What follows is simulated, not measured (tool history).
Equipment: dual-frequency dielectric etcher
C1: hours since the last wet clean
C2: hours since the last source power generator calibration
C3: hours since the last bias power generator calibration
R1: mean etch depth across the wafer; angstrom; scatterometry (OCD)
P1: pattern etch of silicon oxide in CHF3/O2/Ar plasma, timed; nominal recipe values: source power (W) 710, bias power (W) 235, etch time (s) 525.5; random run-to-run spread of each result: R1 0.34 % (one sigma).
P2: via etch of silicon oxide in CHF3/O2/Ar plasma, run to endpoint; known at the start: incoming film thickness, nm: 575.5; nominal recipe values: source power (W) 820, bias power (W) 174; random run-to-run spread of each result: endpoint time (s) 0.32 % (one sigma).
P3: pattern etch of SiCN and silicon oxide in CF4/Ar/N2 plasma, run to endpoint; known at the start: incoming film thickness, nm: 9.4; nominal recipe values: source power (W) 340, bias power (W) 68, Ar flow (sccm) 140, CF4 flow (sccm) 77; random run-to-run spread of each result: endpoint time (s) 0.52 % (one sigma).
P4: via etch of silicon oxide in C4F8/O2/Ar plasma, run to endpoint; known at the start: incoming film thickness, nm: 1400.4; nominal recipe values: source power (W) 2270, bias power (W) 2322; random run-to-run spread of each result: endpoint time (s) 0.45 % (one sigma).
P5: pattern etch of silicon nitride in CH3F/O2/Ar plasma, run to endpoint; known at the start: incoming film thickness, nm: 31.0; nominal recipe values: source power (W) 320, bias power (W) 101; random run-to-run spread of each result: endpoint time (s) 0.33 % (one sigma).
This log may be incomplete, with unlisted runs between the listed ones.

{"run": 1, "hour": 14.9, "process that ran": "P1", "source power (W)": 710, "bias power (W)": 235, "etch time (s)": 525.5, "C1": 364, "C2": 821.1, "C3": 1211.4, "R1": 12149}
{"run": 2, "hour": 25.5, "process that ran": "P1", "source power (W)": 540, "bias power (W)": 235, "etch time (s)": 525.5, "C1": 374.6, "C2": 831.7, "C3": 1222, "R1": 10941}
{"run": 3, "hour": 33.4, "process that ran": "P1", "source power (W)": 710, "bias power (W)": 235, "etch time (s)": 525.5, "C1": 382.5, "C2": 839.6, "C3": 1229.9, "R1": 12015}
{"run": 4, "hour": 47.3, "process that ran": "P1", "source power (W)": 710, "bias power (W)": 235, "etch time (s)": 525.5, "C1": 396.4, "C2": 853.5, "C3": 1243.8, "R1": 12095}
{"run": 5, "hour": 56.2, "process that ran": "P1", "source power (W)": 710, "bias power (W)": 170, "etch time (s)": 311.5, "C1": 405.3, "C2": 862.4, "C3": 1252.7, "R1": 6452.3}
{"run": 6, "hour": 69.7, "process that ran": "P3", "source power (W)": 230, "bias power (W)": 68, "Ar flow (sccm)": 140, "CF4 flow (sccm)": 77, "C1": 418.8, "C2": 875.9, "C3": 1266.2, "endpoint time (s)": 20.671}
{"run": 7, "hour": 78.1, "process that ran": "P3", "source power (W)": 340, "bias power (W)": 42, "Ar flow (sccm)": 140, "CF4 flow (sccm)": 77, "C1": 427.2, "C2": 884.3, "C3": 1274.6, "endpoint time (s)": 17.033}
{"run": 8, "hour": 88.2, "process that ran": "P4", "source power (W)": 2840, "bias power (W)": 2322, "C1": 437.3, "C2": 894.4, "C3": 1284.7, "endpoint time (s)": 229.11}
{"run": 9, "hour": 103.9, "process that ran": "P5", "source power (W)": 440, "bias power (W)": 101, "C1": 453, "C2": 910.1, "C3": 1300.4, "endpoint time (s)": 38.287}
{"run": 10, "hour": 115.5, "process that ran": "P3", "source power (W)": 340, "bias power (W)": 68, "Ar flow (sccm)": 192, "CF4 flow (sccm)": 77, "C1": 464.6, "C2": 921.7, "C3": 1312, "endpoint time (s)": 15.28}
{"run": 11, "hour": 127.7, "process that ran": "P1", "source power (W)": 710, "bias power (W)": 235, "etch time (s)": 398, "C1": 476.8, "C2": 933.9, "C3": 1324.2, "R1": 9181.3}
{"run": 12, "hour": 134.5, "process that ran": "P1", "source power (W)": 710, "bias power (W)": 235, "etch time (s)": 525.5, "C1": 483.6, "C2": 940.7, "C3": 1331, "R1": 12072}
{"run": 13, "hour": 143.0, "process that ran": "P1", "source power (W)": 710, "bias power (W)": 294, "etch time (s)": 525.5, "C1": 492.1, "C2": 949.2, "C3": 1339.5, "R1": 13135}
{"run": 14, "hour": 156.4, "process that ran": "P3", "source power (W)": 340, "bias power (W)": 68, "Ar flow (sccm)": 140, "CF4 flow (sccm)": 104, "C1": 505.5, "C2": 962.6, "C3": 1352.9, "endpoint time (s)": 13.699}
{"run": 15, "hour": 166.6, "process that ran": "P3", "source power (W)": 340, "bias power (W)": 68, "Ar flow (sccm)": 140, "CF4 flow (sccm)": 77, "C1": 515.7, "C2": 972.8, "C3": 1363.1, "endpoint time (s)": 14.441}
{"run": 16, "hour": 179.4, "process that ran": "P4", "source power (W)": 2270, "bias power (W)": 1881, "C1": 528.5, "C2": 985.6, "C3": 1375.9, "endpoint time (s)": 266.67}
{"run": 17, "hour": 190.1, "process that ran": "P5", "source power (W)": 320, "bias power (W)": 101, "C1": 539.2, "C2": 996.3, "C3": 1386.6, "endpoint time (s)": 43.187}
{"run": 18, "hour": 200.4, "process that ran": "P2", "source power (W)": 820, "bias power (W)": 174, "C1": 549.5, "C2": 1006.6, "C3": 1396.9, "endpoint time (s)": 263.58}
{"run": 19, "hour": 209.5, "process that ran": "P5", "source power (W)": 320, "bias power (W)": 101, "C1": 558.6, "C2": 1015.7, "C3": 1406, "endpoint time (s)": 42.777}
{"run": 20, "hour": 219.0, "process that ran": "P2", "source power (W)": 1150, "bias power (W)": 174, "C1": 568.1, "C2": 1025.2, "C3": 1415.5, "endpoint time (s)": 230.84}
{"run": 21, "hour": 226.3, "process that ran": "P4", "source power (W)": 2270, "bias power (W)": 2322, "C1": 575.4, "C2": 1032.5, "C3": 1422.8, "endpoint time (s)": 251}
{"run": 22, "hour": 239.4, "process that ran": "P5", "source power (W)": 320, "bias power (W)": 59, "C1": 588.5, "C2": 1045.6, "C3": 1435.9, "endpoint time (s)": 51.986}
{"run": 23, "hour": 254.5, "process that ran": "P1", "source power (W)": 710, "bias power (W)": 235, "etch time (s)": 525.5, "C1": 603.6, "C2": 1060.7, "C3": 1451, "R1": 12118}
{"run": 24, "hour": 265.7, "process that ran": "P4", "source power (W)": 2270, "bias power (W)": 2322, "C1": 614.8, "C2": 1071.9, "C3": 1462.2, "endpoint time (s)": 252.07}
{"run": 25, "hour": 274.1, "process that ran": "P1", "source power (W)": 930, "bias power (W)": 235, "etch time (s)": 525.5, "C1": 623.2, "C2": 1080.3, "C3": 1470.6, "R1": 13437}
{"run": 26, "hour": 288.3, "process that ran": "P1", "source power (W)": 710, "bias power (W)": 235, "etch time (s)": 735.5, "C1": 637.4, "C2": 1094.5, "C3": 1484.8, "R1": 17011}
{"hour": 297.7, "done": "source power generator calibrated"}
{"run": 27, "hour": 300.7, "process that ran": "P2", "source power (W)": 820, "bias power (W)": 134, "C1": 649.8, "C2": 3.1, "C3": 1497.2, "endpoint time (s)": 286.98}
{"run": 28, "hour": 310.5, "process that ran": "P1", "source power (W)": 500, "bias power (W)": 321, "etch time (s)": 525.5, "C1": 659.6, "C2": 12.9, "C3": 1507, "R1": 11857}
{"run": 29, "hour": 318.9, "process that ran": "P1", "source power (W)": 710, "bias power (W)": 235, "etch time (s)": 525.5, "C1": 668, "C2": 21.3, "C3": 1515.4, "R1": 12092}
{"run": 30, "hour": 334.0, "process that ran": "P1", "source power (W)": 710, "bias power (W)": 141, "etch time (s)": 525.5, "C1": 683.1, "C2": 36.4, "C3": 1530.5, "R1": 10216}
{"run": 31, "hour": 346.1, "process that ran": "P1", "source power (W)": 710, "bias power (W)": 235, "etch time (s)": 525.5, "C1": 695.2, "C2": 48.5, "C3": 1542.6, "R1": 12130}
{"run": 32, "hour": 354.8, "process that ran": "P1", "source power (W)": 710, "bias power (W)": 235, "etch time (s)": 525.5, "C1": 703.9, "C2": 57.2, "C3": 1551.3, "R1": 12183}
{"run": 33, "hour": 362.4, "process that ran": "P1", "source power (W)": 710, "bias power (W)": 235, "etch time (s)": 525.5, "C1": 711.5, "C2": 64.8, "C3": 1558.9, "R1": 12268}
{"run": 34, "hour": 369.5, "process that ran": "P1", "source power (W)": 710, "bias power (W)": 235, "etch time (s)": 525.5, "C1": 718.6, "C2": 71.9, "C3": 1566, "R1": 12352}
{"run": 35, "hour": 379.2, "process that ran": "P1", "source power (W)": 710, "bias power (W)": 235, "etch time (s)": 525.5, "C1": 728.3, "C2": 81.6, "C3": 1575.7, "R1": 12357}
{"run": 36, "hour": 390.2, "process that ran": "P1", "source power (W)": 710, "bias power (W)": 235, "etch time (s)": 525.5, "C1": 739.3, "C2": 92.6, "C3": 1586.7, "R1": 12179}
{"hour": 394.7, "done": "wet clean of the chamber"}
{"run": 37, "hour": 402.3, "process that ran": "P1", "source power (W)": 710, "bias power (W)": 235, "etch time (s)": 525.5, "C1": 7.6, "C2": 104.7, "C3": 1598.8, "R1": 12241}
{"run": 38, "hour": 416.9, "process that ran": "P1", "source power (W)": 710, "bias power (W)": 235, "etch time (s)": 525.5, "C1": 22.2, "C2": 119.3, "C3": 1613.4, "R1": 12290}
{"run": 39, "hour": 423.9, "process that ran": "P1", "source power (W)": 710, "bias power (W)": 235, "etch time (s)": 525.5, "C1": 29.2, "C2": 126.3, "C3": 1620.4, "R1": 12291}
{"run": 40, "hour": 437.2, "process that ran": "P1", "source power (W)": 710, "bias power (W)": 235, "etch time (s)": 525.5, "C1": 42.5, "C2": 139.6, "C3": 1633.7, "R1": 12357}
{"run": 41, "hour": 451.3, "process that ran": "P1", "source power (W)": 710, "bias power (W)": 235, "etch time (s)": 525.5, "C1": 56.6, "C2": 153.7, "C3": 1647.8, "R1": 12364}

P1 has crept away from where it was. The log is fitted equally well by each of these 2 causes, at the sizes shown:
A: bias power that arrives over what is set, % = 4.93
B: source power that arrives over what is set, % = 4.57
The creep began at about hour 346.1.
What rules out each remaining cause:
chamber walls in a state that raises the etch rate, %: serviced at hour 394.7, which brought nothing back

Below are 4 check runs, each averaged over 5 wafers, with their results shown as question marks. Which of them would give clearly different results depending on which cause is behind the drift?
{"run": "check 1", "hour": 465.4, "process that ran": "P2", "source power (W)": 1050, "bias power (W)": 174, "endpoint time (s)": "?"}
{"run": "check 2", "hour": 465.4, "process that ran": "P4", "source power (W)": 2620, "bias power (W)": 2322, "endpoint time (s)": "?"}
{"run": "check 3", "hour": 465.4, "process that ran": "P5", "source power (W)": 440, "bias power (W)": 84, "endpoint time (s)": "?"}
{"run": "check 4", "hour": 465.4, "process that ran": "P3", "source power (W)": 270, "bias power (W)": 68, "Ar flow (sccm)": 190, "CF4 flow (sccm)": 77, "endpoint time (s)": "?"}

What each check would give under each cause:
check=check_1 result=endpoint_time_(s) if_A=235.75 if_B=235.31
check=check_2 result=endpoint_time_(s) if_A=234.69 if_B=233.8
check=check_3 result=endpoint_time_(s) if_A=40.169 if_B=40.177
check=check_4 result=endpoint_time_(s) if_A=18.26 if_B=17.886
Per check, the gap between the least separated pair of causes, taken in the result that splits them most: check 1 0.18 %; check 2 0.38 %; check 3 0.02 %; check 4 2.07 %
The causes can be told apart only by check 4. The other checks would give nearly the same results under each of them.

Check 4 was carried out, with these results: endpoint time (s) 18.22. Which of the listed causes is responsible?

A is the cause: bias power that arrives over what is set, %.

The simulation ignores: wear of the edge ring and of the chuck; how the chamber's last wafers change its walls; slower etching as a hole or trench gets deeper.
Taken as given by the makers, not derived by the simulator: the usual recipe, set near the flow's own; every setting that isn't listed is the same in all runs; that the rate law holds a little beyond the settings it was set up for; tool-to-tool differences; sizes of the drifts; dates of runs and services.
